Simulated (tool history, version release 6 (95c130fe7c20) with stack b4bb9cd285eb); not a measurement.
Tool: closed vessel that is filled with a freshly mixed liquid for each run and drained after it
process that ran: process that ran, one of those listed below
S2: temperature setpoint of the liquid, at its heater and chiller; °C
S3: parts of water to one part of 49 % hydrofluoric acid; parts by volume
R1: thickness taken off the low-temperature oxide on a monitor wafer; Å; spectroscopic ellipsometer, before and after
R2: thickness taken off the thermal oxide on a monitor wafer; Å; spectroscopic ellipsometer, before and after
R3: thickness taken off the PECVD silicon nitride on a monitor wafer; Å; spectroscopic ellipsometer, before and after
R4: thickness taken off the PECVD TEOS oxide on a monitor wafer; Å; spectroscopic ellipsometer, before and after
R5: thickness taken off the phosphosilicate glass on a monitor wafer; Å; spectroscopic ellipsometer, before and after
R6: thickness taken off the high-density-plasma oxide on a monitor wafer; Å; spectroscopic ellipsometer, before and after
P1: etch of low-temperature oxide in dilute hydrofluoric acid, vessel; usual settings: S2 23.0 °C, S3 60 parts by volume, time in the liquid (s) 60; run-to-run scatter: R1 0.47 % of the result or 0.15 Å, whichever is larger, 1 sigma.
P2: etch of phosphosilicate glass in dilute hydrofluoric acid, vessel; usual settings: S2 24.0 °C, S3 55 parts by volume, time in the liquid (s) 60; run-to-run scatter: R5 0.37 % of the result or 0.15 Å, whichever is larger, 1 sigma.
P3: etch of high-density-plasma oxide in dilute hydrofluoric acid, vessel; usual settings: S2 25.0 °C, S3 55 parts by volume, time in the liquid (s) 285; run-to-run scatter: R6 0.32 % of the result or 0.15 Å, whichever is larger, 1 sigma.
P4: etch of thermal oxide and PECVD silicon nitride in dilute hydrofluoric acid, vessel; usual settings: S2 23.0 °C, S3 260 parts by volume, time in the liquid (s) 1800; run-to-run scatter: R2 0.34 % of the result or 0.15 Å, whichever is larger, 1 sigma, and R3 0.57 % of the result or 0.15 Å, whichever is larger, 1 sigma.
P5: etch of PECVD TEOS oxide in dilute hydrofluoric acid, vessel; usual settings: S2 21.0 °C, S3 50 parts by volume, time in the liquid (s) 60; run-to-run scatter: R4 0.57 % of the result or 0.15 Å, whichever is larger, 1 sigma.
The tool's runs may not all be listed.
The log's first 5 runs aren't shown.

{"run": 6, "hour": 56.6, "process that ran": "P1", "S2": 23.0, "S3": 60, "time in the liquid (s)": 115, "R1": 665.0}
{"run": 7, "hour": 69.4, "process that ran": "P2", "S2": 24.0, "S3": 55, "time in the liquid (s)": 60, "R5": 1622.1}
{"run": 8, "hour": 78.5, "process that ran": "P3", "S2": 25.0, "S3": 55, "time in the liquid (s)": 285, "R6": 294.63}
{"run": 9, "hour": 87.2, "process that ran": "P4", "S2": 23.0, "S3": 260, "time in the liquid (s)": 1800, "R2": 259.47, "R3": 367.95}
{"run": 10, "hour": 93.2, "process that ran": "P4", "S2": 23.0, "S3": 260, "time in the liquid (s)": 3075, "R2": 442.44, "R3": 626.85}
{"run": 11, "hour": 104.7, "process that ran": "P1", "S2": 29.0, "S3": 60, "time in the liquid (s)": 60, "R1": 431.72}
{"run": 12, "hour": 112.5, "process that ran": "P5", "S2": 17.0, "S3": 50, "time in the liquid (s)": 60, "R4": 174.18}
{"run": 13, "hour": 120.9, "process that ran": "P1", "S2": 23.0, "S3": 30, "time in the liquid (s)": 60, "R1": 716.7}
{"run": 14, "hour": 131.8, "process that ran": "P2", "S2": 24.0, "S3": 55, "time in the liquid (s)": 30, "R5": 810.95}
{"run": 15, "hour": 144.4, "process that ran": "P2", "S2": 17.5, "S3": 55, "time in the liquid (s)": 60, "R5": 1233.0}
{"run": 16, "hour": 152.8, "process that ran": "P1", "S2": 17.0, "S3": 60, "time in the liquid (s)": 60, "R1": 267.78}
{"run": 17, "hour": 160.9, "process that ran": "P5", "S2": 21.0, "S3": 25, "time in the liquid (s)": 60, "R4": 425.47}
{"run": 18, "hour": 170.0, "process that ran": "P1", "S2": 23.0, "S3": 60, "time in the liquid (s)": 60, "R1": 343.66}
{"run": 19, "hour": 176.7, "process that ran": "P1", "S2": 23.0, "S3": 60, "time in the liquid (s)": 60, "R1": 343.66}
{"run": 20, "hour": 188.9, "process that ran": "P5", "S2": 21.0, "S3": 50, "time in the liquid (s)": 60, "R4": 204.95}
{"run": 21, "hour": 196.4, "process that ran": "P1", "S2": 23.0, "S3": 100, "time in the liquid (s)": 60, "R1": 195.6}
{"run": 22, "hour": 202.2, "process that ran": "P1", "S2": 27.5, "S3": 60, "time in the liquid (s)": 105, "R1": 721.24}
{"run": 23, "hour": 214.6, "process that ran": "P2", "S2": 24.0, "S3": 20, "time in the liquid (s)": 60, "R5": 4707.2}
{"run": 24, "hour": 226.7, "process that ran": "P3", "S2": 21.0, "S3": 55, "time in the liquid (s)": 285, "R6": 249.6}
{"run": 25, "hour": 232.3, "process that ran": "P3", "S2": 25.0, "S3": 55, "time in the liquid (s)": 50, "R6": 51.679}
{"run": 26, "hour": 238.1, "process that ran": "P1", "S2": 23.0, "S3": 60, "time in the liquid (s)": 30, "R1": 171.27}

The next listed run, before its measurement:
{"run": 27, "hour": 247.8, "process that ran": "P1", "S2": 23.0, "S3": 60, "time in the liquid (s)": 60, "R1": "?"}

Run 27 gave R1 344.43 Å.
